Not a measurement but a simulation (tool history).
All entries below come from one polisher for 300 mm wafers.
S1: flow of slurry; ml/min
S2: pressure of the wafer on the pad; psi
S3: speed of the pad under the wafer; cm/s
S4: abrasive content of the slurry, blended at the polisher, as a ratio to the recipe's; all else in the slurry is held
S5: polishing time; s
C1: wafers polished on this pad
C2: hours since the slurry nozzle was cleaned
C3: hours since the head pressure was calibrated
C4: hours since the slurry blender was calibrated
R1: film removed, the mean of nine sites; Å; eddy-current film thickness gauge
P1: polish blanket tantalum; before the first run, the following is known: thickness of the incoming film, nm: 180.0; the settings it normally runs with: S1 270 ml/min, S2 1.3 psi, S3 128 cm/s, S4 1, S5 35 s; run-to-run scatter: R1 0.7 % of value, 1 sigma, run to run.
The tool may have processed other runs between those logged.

| run | hour | S1 | S2 | S3 | S4 | S5 | C1 | C2 | C3 | C4 | R1 |
|---|---|---|---|---|---|---|---|---|---|---|---|
| 1 | 10.7 | 270 | 1.3 | 128 | 1 | 35 | 338 | 286.5 | 67.7 | 156.9 | 581.52 |
| 2 | 22.9 | 270 | 1.3 | 128 | 1 | 45 | 510 | 298.7 | 79.9 | 169.1 | 748.15 |
|  | 29.9 | slurry blender recalibrated |
| 3 | 36.4 | 270 | 1.7 | 128 | 1 | 35 | 701 | 312.2 | 93.4 | 6.5 | 760.33 |
| 4 | 48.7 | 270 | 1.3 | 66 | 1 | 35 | 874 | 324.5 | 105.7 | 18.8 | 296.71 |
| 5 | 62.2 | 270 | 1.3 | 128 | 1.3 | 35 | 1064 | 338 | 119.2 | 32.3 | 626.98 |
| 6 | 71.1 | 270 | 1.3 | 174 | 1 | 35 | 1190 | 346.9 | 128.1 | 41.2 | 787.71 |
| 7 | 84.1 | 270 | 1.3 | 128 | 0.6 | 35 | 1373 | 359.9 | 141.1 | 54.2 | 481.37 |
| 8 | 96.3 | 270 | 0.8 | 128 | 1 | 35 | 1545 | 372.1 | 153.3 | 66.4 | 355.92 |
| 9 | 107.1 | 270 | 1.3 | 128 | 1 | 35 | 1698 | 382.9 | 164.1 | 77.2 | 575.89 |
| 10 | 118 | 270 | 1.3 | 128 | 1 | 35 | 1851 | 393.8 | 175 | 88.1 | 587.37 |
| 11 | 132.6 | 270 | 1.7 | 128 | 0.75 | 35 | 2057 | 408.4 | 189.6 | 102.7 | 689.21 |
| 12 | 145.3 | 270 | 1.3 | 128 | 1 | 35 | 2237 | 421.1 | 202.3 | 115.4 | 586.45 |
| 13 | 155.6 | 270 | 1.3 | 128 | 1 | 35 | 2382 | 431.4 | 212.6 | 125.7 | 576.26 |
| 14 | 163 | 160 | 1.3 | 128 | 1 | 35 | 2486 | 438.8 | 220 | 133.1 | 545.29 |

Estimate the outcome of run 15 from the log above:
| 15 | 175 | 270 | 1.3 | 128 | 1 | 35 | 2655 | 450.8 | 232 | 145.1 | ? |

{"run 15": {"R1": 584.13}}
